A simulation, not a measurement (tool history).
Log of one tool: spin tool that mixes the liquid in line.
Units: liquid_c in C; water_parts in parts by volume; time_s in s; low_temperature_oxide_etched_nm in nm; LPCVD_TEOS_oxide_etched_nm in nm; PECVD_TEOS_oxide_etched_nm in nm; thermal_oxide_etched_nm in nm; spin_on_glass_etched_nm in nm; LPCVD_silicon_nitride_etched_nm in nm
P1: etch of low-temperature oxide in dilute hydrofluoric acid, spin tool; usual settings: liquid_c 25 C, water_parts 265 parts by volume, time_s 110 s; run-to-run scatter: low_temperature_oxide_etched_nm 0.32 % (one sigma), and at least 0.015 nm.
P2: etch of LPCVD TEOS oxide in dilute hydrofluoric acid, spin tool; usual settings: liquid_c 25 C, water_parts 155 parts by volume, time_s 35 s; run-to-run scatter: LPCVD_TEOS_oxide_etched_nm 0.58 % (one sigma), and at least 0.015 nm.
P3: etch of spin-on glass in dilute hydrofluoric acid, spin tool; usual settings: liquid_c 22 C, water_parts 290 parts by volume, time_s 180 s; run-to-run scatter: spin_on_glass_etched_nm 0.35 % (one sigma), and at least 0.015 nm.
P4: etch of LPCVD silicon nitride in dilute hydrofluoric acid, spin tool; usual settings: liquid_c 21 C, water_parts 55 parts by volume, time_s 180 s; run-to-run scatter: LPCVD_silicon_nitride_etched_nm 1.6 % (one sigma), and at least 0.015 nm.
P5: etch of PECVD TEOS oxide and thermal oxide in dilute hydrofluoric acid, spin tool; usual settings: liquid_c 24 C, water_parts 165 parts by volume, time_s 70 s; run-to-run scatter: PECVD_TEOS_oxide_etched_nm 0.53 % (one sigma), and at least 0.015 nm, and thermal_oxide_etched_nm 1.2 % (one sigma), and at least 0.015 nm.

run	hour	process	liquid_c	water_parts	time_s	hours since the thermometer was replaced	hours since the hydrofluoric acid flow meter was replaced	low_temperature_oxide_etched_nm	LPCVD_TEOS_oxide_etched_nm	PECVD_TEOS_oxide_etched_nm	thermal_oxide_etched_nm	spin_on_glass_etched_nm	LPCVD_silicon_nitride_etched_nm
1	9.1	P1	25	265	110	486.3	1226	8.1123					
2	23	P2	33	155	35	500.2	1239.9		16.002				
3	40.9	P1	25	265	20	518.1	1257.8	1.4621					
4	53	P1	25	265	110	530.2	1269.9	8.1878					
5	65.3	P1	18.5	450	110	542.5	1282.2	3.2635					
6	73.7	P5	24	165	110	550.9	1290.6			17.499	2.8703		
7	84.7	P1	25	265	110	561.9	1301.6	8.0957					
8	92.9	P2	25	155	65	570.1	1309.8		22.093				
9	109	P3	27	290	180	586.2	1325.9					11.483	
10	117	P1	25	430	110	594.2	1333.9	4.2692					
11	129.6	P1	30	265	165	606.8	1346.5	14.56					
12	138	P5	31.5	165	70	615.2	1354.9			14.673	2.3927		
13	148.9	P4	21	20	180	626.1	1365.8						3.4385
14	157.4	P3	22	290	180	634.6	1374.3					9.6858	
15	172.7	P4	21	55	180	649.9	1389.6						1.2822
16	184.6	P1	25	265	110	661.8	1401.5	8.1234					
17	199.7	P2	25	155	35	676.9	1416.6		11.964				
18	212.5	P1	25	265	110	689.7	1429.4	8.1554					
19	225.2	P3	22	480	180	702.4	1442.1					4.9505	
20	233.3	P1	31.5	265	110	710.5	1450.2	10.22					
21	246.4	P4	17	55	180	723.6	1463.3						0.9734
22	258.7	P5	24	165	70	735.9	1475.6			11.157	1.8087		
23	270.8	P4	21	55	180	748	1487.7						1.2891
24	288.4	P1	25	265	175	765.6	1505.3	12.988					

The next listed run, before its measurement:
25	299.9	P5	24	50	70	777.1	1516.8			?	?		

{"run 25": {"PECVD_TEOS_oxide_etched_nm": 42.866, "thermal_oxide_etched_nm": 6.8657}}

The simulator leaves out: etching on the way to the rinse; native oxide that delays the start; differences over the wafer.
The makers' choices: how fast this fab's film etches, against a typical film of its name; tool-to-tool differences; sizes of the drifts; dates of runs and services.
